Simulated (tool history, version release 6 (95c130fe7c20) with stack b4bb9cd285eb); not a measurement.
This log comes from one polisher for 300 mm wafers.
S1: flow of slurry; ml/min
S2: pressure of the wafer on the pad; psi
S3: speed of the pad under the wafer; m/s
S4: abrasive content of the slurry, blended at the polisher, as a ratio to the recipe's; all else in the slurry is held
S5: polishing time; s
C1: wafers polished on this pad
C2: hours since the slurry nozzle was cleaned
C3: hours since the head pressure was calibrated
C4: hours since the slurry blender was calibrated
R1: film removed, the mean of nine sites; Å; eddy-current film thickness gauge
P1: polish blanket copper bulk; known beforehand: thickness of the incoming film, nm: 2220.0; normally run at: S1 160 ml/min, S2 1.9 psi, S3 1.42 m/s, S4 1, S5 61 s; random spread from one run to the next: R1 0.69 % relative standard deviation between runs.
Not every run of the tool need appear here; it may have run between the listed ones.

| run | hour | S1 | S2 | S3 | S4 | S5 | C1 | C2 | C3 | C4 | R1 |
|---|---|---|---|---|---|---|---|---|---|---|---|
| 1 | 15.8 | 160 | 1.9 | 1.42 | 1 | 61 | 1191 | 153.3 | 273.3 | 52.4 | 4306.8 |
| 2 | 30.7 | 95 | 1.9 | 1.42 | 1 | 61 | 1339 | 168.2 | 288.2 | 67.3 | 3853.1 |
| 3 | 47.5 | 160 | 1.9 | 1.42 | 0.7 | 61 | 1506 | 185 | 305 | 84.1 | 3956.6 |
| 4 | 57.2 | 160 | 1.9 | 1.42 | 1 | 87 | 1602 | 194.7 | 314.7 | 93.8 | 6082 |
| 5 | 75.8 | 160 | 1.9 | 1.42 | 1 | 61 | 1787 | 213.3 | 333.3 | 112.4 | 4327.7 |
| 6 | 89.1 | 160 | 1.9 | 2.24 | 1 | 61 | 1920 | 226.6 | 346.6 | 125.7 | 6707 |
| 7 | 103.6 | 160 | 1.9 | 0.66 | 1 | 61 | 2064 | 241.1 | 361.1 | 140.2 | 1988.6 |
| 8 | 118.5 | 160 | 1.9 | 1.42 | 1 | 33 | 2212 | 256 | 376 | 155.1 | 2297.8 |
| 9 | 136.1 | 160 | 1.2 | 1.42 | 1 | 61 | 2387 | 273.6 | 393.6 | 172.7 | 2732.2 |
| 10 | 153.1 | 160 | 1.9 | 1.42 | 1.35 | 61 | 2556 | 290.6 | 410.6 | 189.7 | 4581.9 |
| 11 | 161.9 | 160 | 2.5 | 1.42 | 1.2 | 61 | 2643 | 299.4 | 419.4 | 198.5 | 5837.1 |
| 12 | 170.2 | 160 | 3 | 1.42 | 1 | 61 | 2726 | 307.7 | 427.7 | 206.8 | 6688 |
| 13 | 180.3 | 160 | 1.9 | 1.42 | 1 | 61 | 2826 | 317.8 | 437.8 | 216.9 | 4262.8 |
| 14 | 198.5 | 160 | 1.9 | 1.42 | 1 | 61 | 3007 | 336 | 456 | 235.1 | 4278.6 |
| 15 | 211.5 | 210 | 1.9 | 1.42 | 1 | 61 | 3136 | 349 | 469 | 248.1 | 4475.8 |
| 16 | 225.2 | 160 | 1.9 | 1.42 | 1 | 61 | 3272 | 362.7 | 482.7 | 261.8 | 4313.3 |
| 17 | 234.1 | 160 | 1.9 | 1.42 | 1 | 61 | 3361 | 371.6 | 491.6 | 270.7 | 4198.5 |
| 18 | 246.9 | 160 | 1.9 | 1.42 | 1 | 61 | 3488 | 384.4 | 504.4 | 283.5 | 4134 |
| 19 | 257.9 | 160 | 1.9 | 1.42 | 1 | 61 | 3597 | 395.4 | 515.4 | 294.5 | 4107.5 |
| 20 | 272.9 | 160 | 1.9 | 1.42 | 1 | 61 | 3746 | 410.4 | 530.4 | 309.5 | 4040 |

Expected results for the next run?
| 21 | 281.9 | 160 | 1.9 | 1.42 | 1 | 61 | 3836 | 419.4 | 539.4 | 318.5 | ? |

{"run 21": {"R1": 4036.3}}

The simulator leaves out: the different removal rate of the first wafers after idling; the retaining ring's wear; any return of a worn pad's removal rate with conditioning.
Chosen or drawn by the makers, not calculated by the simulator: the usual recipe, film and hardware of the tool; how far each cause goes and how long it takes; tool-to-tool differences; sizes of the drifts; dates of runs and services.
